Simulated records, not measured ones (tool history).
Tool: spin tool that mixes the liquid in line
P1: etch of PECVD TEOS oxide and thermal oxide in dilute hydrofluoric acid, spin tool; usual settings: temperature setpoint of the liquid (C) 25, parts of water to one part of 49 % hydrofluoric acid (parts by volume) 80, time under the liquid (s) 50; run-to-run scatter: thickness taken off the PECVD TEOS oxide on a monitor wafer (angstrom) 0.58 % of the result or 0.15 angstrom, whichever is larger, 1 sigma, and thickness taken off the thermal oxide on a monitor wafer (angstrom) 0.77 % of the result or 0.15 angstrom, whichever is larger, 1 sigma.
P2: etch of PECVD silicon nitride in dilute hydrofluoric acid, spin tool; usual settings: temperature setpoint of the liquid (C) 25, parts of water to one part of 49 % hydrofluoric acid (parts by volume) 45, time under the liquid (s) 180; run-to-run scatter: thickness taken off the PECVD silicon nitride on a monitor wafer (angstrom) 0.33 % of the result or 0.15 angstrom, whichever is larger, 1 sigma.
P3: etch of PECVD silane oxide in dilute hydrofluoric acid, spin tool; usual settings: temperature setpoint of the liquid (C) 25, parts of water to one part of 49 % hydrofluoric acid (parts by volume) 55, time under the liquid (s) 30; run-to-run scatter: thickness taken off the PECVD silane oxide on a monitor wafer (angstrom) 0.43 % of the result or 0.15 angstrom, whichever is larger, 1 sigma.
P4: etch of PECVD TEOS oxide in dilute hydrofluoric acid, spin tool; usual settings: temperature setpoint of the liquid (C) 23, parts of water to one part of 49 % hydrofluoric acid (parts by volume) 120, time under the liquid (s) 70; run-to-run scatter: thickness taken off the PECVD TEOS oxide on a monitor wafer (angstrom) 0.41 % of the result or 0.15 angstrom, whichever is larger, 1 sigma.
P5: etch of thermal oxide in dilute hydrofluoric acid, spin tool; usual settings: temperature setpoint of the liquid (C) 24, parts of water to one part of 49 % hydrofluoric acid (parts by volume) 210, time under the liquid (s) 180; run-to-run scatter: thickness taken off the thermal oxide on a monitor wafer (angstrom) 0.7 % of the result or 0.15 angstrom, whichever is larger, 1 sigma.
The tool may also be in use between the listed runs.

| run | hour | process that ran | temperature setpoint of the liquid (C) | parts of water to one part of 49 % hydrofluoric acid (parts by volume) | time under the liquid (s) | hours since the thermometer was replaced | hours since the hydrofluoric acid flow meter was replaced | thickness taken off the PECVD TEOS oxide on a monitor wafer (angstrom) | thickness taken off the thermal oxide on a monitor wafer (angstrom) | thickness taken off the PECVD silicon nitride on a monitor wafer (angstrom) | thickness taken off the PECVD silane oxide on a monitor wafer (angstrom) |
|---|---|---|---|---|---|---|---|---|---|---|---|
| 1 | 3.3 | P1 | 25 | 80 | 50 | 571.7 | 242.8 | 58.059 | 31.715 |  |  |
| 2 | 7.7 | P2 | 25 | 45 | 325 | 576.1 | 247.2 |  |  | 149.94 |  |
| 3 | 11.1 | P3 | 25 | 20 | 30 | 579.5 | 250.6 |  |  |  | 272.65 |
| 4 | 17.5 | P1 | 25 | 80 | 75 | 585.9 | 257 | 85.841 | 47.823 |  |  |
| 5 | 20.8 | P1 | 25 | 80 | 50 | 589.2 | 260.3 | 57.53 | 30.984 |  |  |
| 6 | 26.7 | P3 | 25 | 55 | 50 | 595.1 | 266.2 |  |  |  | 157.78 |
| 7 | 30.4 | P1 | 25 | 130 | 50 | 598.8 | 269.9 | 33.395 | 17.978 |  |  |
| 8 | 36.7 | P1 | 25 | 80 | 50 | 605.1 | 276.2 | 57.015 | 31.847 |  |  |
| 9 | 42.8 | P1 | 17.5 | 55 | 50 | 611.2 | 282.3 | 62.646 | 34.672 |  |  |
| 10 | 46.1 | P4 | 17.5 | 120 | 70 | 614.5 | 285.6 | 65.873 |  |  |  |
| 11 | 50.8 | P2 | 25 | 20 | 180 | 619.2 | 290.3 |  |  | 181.63 |  |
| 12 | 54.6 | P2 | 18.5 | 45 | 180 | 623 | 294.1 |  |  | 52.773 |  |
| 13 | 60.2 | P5 | 24 | 50 | 180 | 628.6 | 299.7 |  | 180.62 |  |  |
| 14 | 64.5 | P1 | 32.5 | 80 | 90 | 632.9 | 304 | 139.31 | 75.802 |  |  |
| 15 | 68 | P4 | 23 | 120 | 125 | 636.4 | 307.5 | 145.66 |  |  |  |
| 16 | 71.4 | P5 | 24 | 210 | 280 | 639.8 | 310.9 |  | 55.406 |  |  |
| 17 | 75.4 | P1 | 25 | 80 | 50 | 643.8 | 314.9 | 56.904 | 31.575 |  |  |
| 18 | 79.2 | P5 | 20 | 210 | 180 | 647.6 | 318.7 |  | 30.39 |  |  |
| 19 | 85.4 | P4 | 23 | 25 | 70 | 653.8 | 324.9 | 443.29 |  |  |  |
| 20 | 90.2 | P1 | 25 | 80 | 50 | 658.6 | 329.7 | 57.15 | 31.198 |  |  |
| 21 | 95.5 | P1 | 25 | 80 | 50 | 663.9 | 335 | 57.575 | 32.045 |  |  |
| 22 | 102.5 | P1 | 25 | 80 | 15 | 670.9 | 342 | 17.549 | 9.4163 |  |  |
| 23 | 106.5 | P3 | 25 | 55 | 30 | 674.9 | 346 |  |  |  | 94.554 |
| 24 | 112.7 | P1 | 29 | 80 | 50 | 681.1 | 352.2 | 66.735 | 36.744 |  |  |
| 25 | 119.4 | P2 | 25 | 45 | 180 | 687.8 | 358.9 |  |  | 82.709 |  |
|  | 120.5 | thermometer replaced |
| 26 | 125.3 | P3 | 29.5 | 55 | 30 | 4.8 | 364.8 |  |  |  | 112.81 |
| 27 | 131.7 | P1 | 25 | 30 | 50 | 11.2 | 371.2 | 163.73 | 89.957 |  |  |
| 28 | 136.2 | P5 | 24 | 210 | 180 | 15.7 | 375.7 |  | 35.927 |  |  |
| 29 | 143.1 | P4 | 23 | 120 | 70 | 22.6 | 382.6 | 81.715 |  |  |  |
| 30 | 146.2 | P1 | 17.5 | 80 | 50 | 25.7 | 385.7 | 42.617 | 23.843 |  |  |
| 31 | 152 | P1 | 25 | 80 | 50 | 31.5 | 391.5 | 56.914 | 31.541 |  |  |
| 32 | 157.8 | P1 | 25 | 80 | 50 | 37.3 | 397.3 | 56.269 | 30.919 |  |  |
| 33 | 163.6 | P1 | 25 | 80 | 50 | 43.1 | 403.1 | 54.981 | 29.926 |  |  |
| 34 | 169.8 | P1 | 25 | 80 | 50 | 49.3 | 409.3 | 53.972 | 29.9 |  |  |
| 35 | 175.7 | P1 | 25 | 80 | 50 | 55.2 | 415.2 | 53.529 | 29.346 |  |  |
| 36 | 182.6 | P1 | 25 | 80 | 50 | 62.1 | 422.1 | 53.833 | 29.209 |  |  |
| 37 | 189 | P1 | 25 | 80 | 50 | 68.5 | 428.5 | 53.124 | 28.996 |  |  |
| 38 | 193.3 | P1 | 25 | 80 | 50 | 72.8 | 432.8 | 52.601 | 29.174 |  |  |
| 39 | 199.7 | P1 | 25 | 80 | 50 | 79.2 | 439.2 | 53.218 | 29.198 |  |  |
| 40 | 206.6 | P1 | 25 | 80 | 50 | 86.1 | 446.1 | 53.033 | 28.823 |  |  |
| 41 | 210.5 | P1 | 25 | 80 | 50 | 90 | 450 | 53.259 | 29.211 |  |  |

What P1 gives has crept away from where it was. These 2 causes fit the log equally well, each at the size given:
A: hydrofluoric acid flow below the setpoint (%) = 7.36
B: liquid colder than its thermometer reads (K) = 2.11
The creep began at about hour 152.

4 check runs are offered, one wafer each, their results left as question marks. Which one tells the causes apart?
| check 1 | 214.4 | P4 | 23 | 120 | 70 |  |  | ? |  |  |  |
| check 2 | 214.4 | P2 | 25 | 45 | 180 |  |  |  |  | ? |  |
| check 3 | 214.4 | P5 | 24 | 210 | 180 |  |  |  | ? |  |  |
| check 4 | 214.4 | P3 | 25 | 55 | 30 |  |  |  |  |  | ? |

What each check would give under each cause:
| check | result | if A | if B |
|---|---|---|---|
| check 1 | thickness taken off the PECVD TEOS oxide on a monitor wafer (angstrom) | 75.013 | 75.271 |
| check 2 | thickness taken off the PECVD silicon nitride on a monitor wafer (angstrom) | 76.839 | 71.805 |
| check 3 | thickness taken off the thermal oxide on a monitor wafer (angstrom) | 32.366 | 32.875 |
| check 4 | thickness taken off the PECVD silane oxide on a monitor wafer (angstrom) | 86.905 | 86.541 |
How far apart the two closest causes lie, in the result that separates them most: check 1 0.34 %; check 2 6.78 %; check 3 1.56 %; check 4 0.42 %
Check 2 tells the causes apart: in the others they would give nearly the same result.

Check 2 was then run and gave: thickness taken off the PECVD silicon nitride on a monitor wafer (angstrom) 71.924. Which cause is it?

It is B: liquid colder than its thermometer reads (K).
